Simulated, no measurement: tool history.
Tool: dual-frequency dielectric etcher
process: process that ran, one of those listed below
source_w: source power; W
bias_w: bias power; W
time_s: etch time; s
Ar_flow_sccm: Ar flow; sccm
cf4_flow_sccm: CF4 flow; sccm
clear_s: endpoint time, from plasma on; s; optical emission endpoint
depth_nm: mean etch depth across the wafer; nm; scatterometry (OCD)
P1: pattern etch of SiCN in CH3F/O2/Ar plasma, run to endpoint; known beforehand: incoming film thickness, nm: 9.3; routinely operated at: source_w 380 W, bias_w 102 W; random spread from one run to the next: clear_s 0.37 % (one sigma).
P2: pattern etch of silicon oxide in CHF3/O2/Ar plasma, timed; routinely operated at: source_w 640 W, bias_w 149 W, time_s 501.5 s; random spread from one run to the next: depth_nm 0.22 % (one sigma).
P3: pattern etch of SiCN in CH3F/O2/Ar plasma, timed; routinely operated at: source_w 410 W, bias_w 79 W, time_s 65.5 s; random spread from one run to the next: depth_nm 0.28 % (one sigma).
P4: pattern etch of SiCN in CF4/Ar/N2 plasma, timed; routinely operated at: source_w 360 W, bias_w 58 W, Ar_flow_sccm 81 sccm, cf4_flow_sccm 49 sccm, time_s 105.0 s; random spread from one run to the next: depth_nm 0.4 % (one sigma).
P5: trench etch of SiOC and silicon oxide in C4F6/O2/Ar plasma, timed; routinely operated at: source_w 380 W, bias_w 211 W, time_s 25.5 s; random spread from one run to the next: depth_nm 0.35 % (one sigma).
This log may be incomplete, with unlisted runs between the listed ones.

{"run": 1, "hour": 8.0, "process": "P1", "source_w": 380, "bias_w": 102, "clear_s": 21.061}
{"run": 2, "hour": 16.0, "process": "P1", "source_w": 380, "bias_w": 132, "clear_s": 19.281}
{"run": 3, "hour": 24.4, "process": "P1", "source_w": 380, "bias_w": 102, "clear_s": 21.2}
{"run": 4, "hour": 32.2, "process": "P2", "source_w": 640, "bias_w": 208, "time_s": 501.5, "depth_nm": 1055.4}
{"run": 5, "hour": 36.6, "process": "P1", "source_w": 280, "bias_w": 76, "clear_s": 26.553}
{"run": 6, "hour": 42.6, "process": "P2", "source_w": 640, "bias_w": 149, "time_s": 684.5, "depth_nm": 1287.3}
{"run": 7, "hour": 47.6, "process": "P1", "source_w": 380, "bias_w": 102, "clear_s": 21.36}
{"run": 8, "hour": 55.1, "process": "P3", "source_w": 560, "bias_w": 79, "time_s": 65.5, "depth_nm": 29.364}
{"hour": 58.2, "done": "source power generator calibrated"}
{"run": 9, "hour": 62.3, "process": "P4", "source_w": 230, "bias_w": 58, "time_s": 105.0, "Ar_flow_sccm": 81, "cf4_flow_sccm": 49, "depth_nm": 45.346}
{"run": 10, "hour": 67.9, "process": "P3", "source_w": 410, "bias_w": 108, "time_s": 65.5, "depth_nm": 29.334}
{"run": 11, "hour": 72.9, "process": "P1", "source_w": 250, "bias_w": 102, "clear_s": 24.736}
{"run": 12, "hour": 76.9, "process": "P5", "source_w": 240, "bias_w": 211, "time_s": 25.5, "depth_nm": 43.525}
{"run": 13, "hour": 80.7, "process": "P4", "source_w": 360, "bias_w": 58, "time_s": 146.5, "Ar_flow_sccm": 81, "cf4_flow_sccm": 49, "depth_nm": 94.47}
{"run": 14, "hour": 87.2, "process": "P4", "source_w": 360, "bias_w": 58, "time_s": 105.0, "Ar_flow_sccm": 81, "cf4_flow_sccm": 49, "depth_nm": 67.029}
{"run": 15, "hour": 95.4, "process": "P1", "source_w": 380, "bias_w": 102, "clear_s": 21.123}
{"run": 16, "hour": 104.0, "process": "P5", "source_w": 380, "bias_w": 211, "time_s": 14.0, "depth_nm": 28.505}
{"run": 17, "hour": 107.8, "process": "P3", "source_w": 410, "bias_w": 79, "time_s": 65.5, "depth_nm": 26.08}
{"run": 18, "hour": 112.4, "process": "P5", "source_w": 380, "bias_w": 211, "time_s": 25.5, "depth_nm": 51.671}
{"run": 19, "hour": 117.6, "process": "P4", "source_w": 360, "bias_w": 58, "time_s": 105.0, "Ar_flow_sccm": 63, "cf4_flow_sccm": 49, "depth_nm": 70.127}
{"run": 20, "hour": 125.3, "process": "P3", "source_w": 410, "bias_w": 79, "time_s": 84.5, "depth_nm": 33.675}
{"run": 21, "hour": 133.8, "process": "P2", "source_w": 890, "bias_w": 149, "time_s": 501.5, "depth_nm": 1074.7}
{"run": 22, "hour": 138.8, "process": "P5", "source_w": 380, "bias_w": 211, "time_s": 25.5, "depth_nm": 51.801}
{"run": 23, "hour": 145.7, "process": "P1", "source_w": 380, "bias_w": 69, "clear_s": 24.432}
{"run": 24, "hour": 151.0, "process": "P1", "source_w": 380, "bias_w": 102, "clear_s": 21.236}
{"run": 25, "hour": 158.2, "process": "P1", "source_w": 530, "bias_w": 102, "clear_s": 18.842}
{"run": 26, "hour": 165.4, "process": "P1", "source_w": 500, "bias_w": 121, "clear_s": 17.92}
{"hour": 172.1, "done": "wet clean of the chamber"}
{"run": 27, "hour": 172.8, "process": "P4", "source_w": 360, "bias_w": 58, "time_s": 105.0, "Ar_flow_sccm": 81, "cf4_flow_sccm": 35, "depth_nm": 63.492}
{"run": 28, "hour": 178.3, "process": "P4", "source_w": 360, "bias_w": 45, "time_s": 105.0, "Ar_flow_sccm": 81, "cf4_flow_sccm": 49, "depth_nm": 61.824}
{"run": 29, "hour": 184.2, "process": "P5", "source_w": 380, "bias_w": 148, "time_s": 25.5, "depth_nm": 46.378}
{"run": 30, "hour": 189.8, "process": "P2", "source_w": 640, "bias_w": 149, "time_s": 501.5, "depth_nm": 943.26}
{"run": 31, "hour": 195.2, "process": "P1", "source_w": 380, "bias_w": 102, "clear_s": 21.053}
{"run": 32, "hour": 200.2, "process": "P1", "source_w": 380, "bias_w": 102, "clear_s": 21.229}
{"run": 33, "hour": 206.4, "process": "P1", "source_w": 380, "bias_w": 102, "clear_s": 21.457}
{"run": 34, "hour": 211.4, "process": "P1", "source_w": 380, "bias_w": 102, "clear_s": 21.371}
{"run": 35, "hour": 218.1, "process": "P1", "source_w": 380, "bias_w": 102, "clear_s": 21.543}
{"run": 36, "hour": 225.0, "process": "P1", "source_w": 380, "bias_w": 102, "clear_s": 21.579}
{"hour": 233.6, "done": "wet clean of the chamber"}
{"run": 37, "hour": 233.6, "process": "P1", "source_w": 380, "bias_w": 102, "clear_s": 21.67}
{"run": 38, "hour": 239.2, "process": "P1", "source_w": 380, "bias_w": 102, "clear_s": 21.599}
{"run": 39, "hour": 246.9, "process": "P1", "source_w": 380, "bias_w": 102, "clear_s": 21.621}
{"run": 40, "hour": 251.6, "process": "P1", "source_w": 380, "bias_w": 102, "clear_s": 21.798}
{"run": 41, "hour": 259.0, "process": "P1", "source_w": 380, "bias_w": 102, "clear_s": 21.591}

What P1 gives has crept off from where it sat before. The 2 causes that follow fit the log equally well, each at the size noted:
A: bias power that arrives under what is set, % = 4.75
B: source power that arrives under what is set, % = 4.88
The gradual shift began around hour 200.2.
Ruled out, with reasons:
chamber walls in a state that lowers the etch rate, %: serviced after onset, at hour 233.6, with no recovery of the prior output

Each of the check runs listed below is run on 2 wafers and reports their average, with the results left as question marks. Pick the one under which the possible causes would lead to clearly different results.
{"run": "check 1", "hour": 266.4, "process": "P2", "source_w": 640, "bias_w": 149, "time_s": 622.0, "depth_nm": "?"}
{"run": "check 2", "hour": 266.4, "process": "P3", "source_w": 530, "bias_w": 92, "time_s": 65.5, "depth_nm": "?"}
{"run": "check 3", "hour": 266.4, "process": "P5", "source_w": 380, "bias_w": 211, "time_s": 14.0, "depth_nm": "?"}
{"run": "check 4", "hour": 266.4, "process": "P4", "source_w": 250, "bias_w": 58, "time_s": 105.0, "Ar_flow_sccm": 81, "cf4_flow_sccm": 38, "depth_nm": "?"}

Check results expected under each cause:
check=check_1 result=depth_nm if_A=1153.100 if_B=1148.800
check=check_2 result=depth_nm if_A=29.812 if_B=29.783
check=check_3 result=depth_nm if_A=28.056 if_B=27.962
check=check_4 result=depth_nm if_A=46.136 if_B=44.965
Per check, the gap between the least separated pair of causes, taken in the result that splits them most: check 1 0.38 %; check 2 0.1 %; check 3 0.34 %; check 4 2.57 %
Of the check runs offered, only check 4 discriminates between the causes; the rest would read about the same regardless of which cause applies.

Check 4 has now been run. It gave: depth_nm 44.693 nm. Which of the candidate causes is it?

The correct cause is B, namely: source power that arrives under what is set, %.
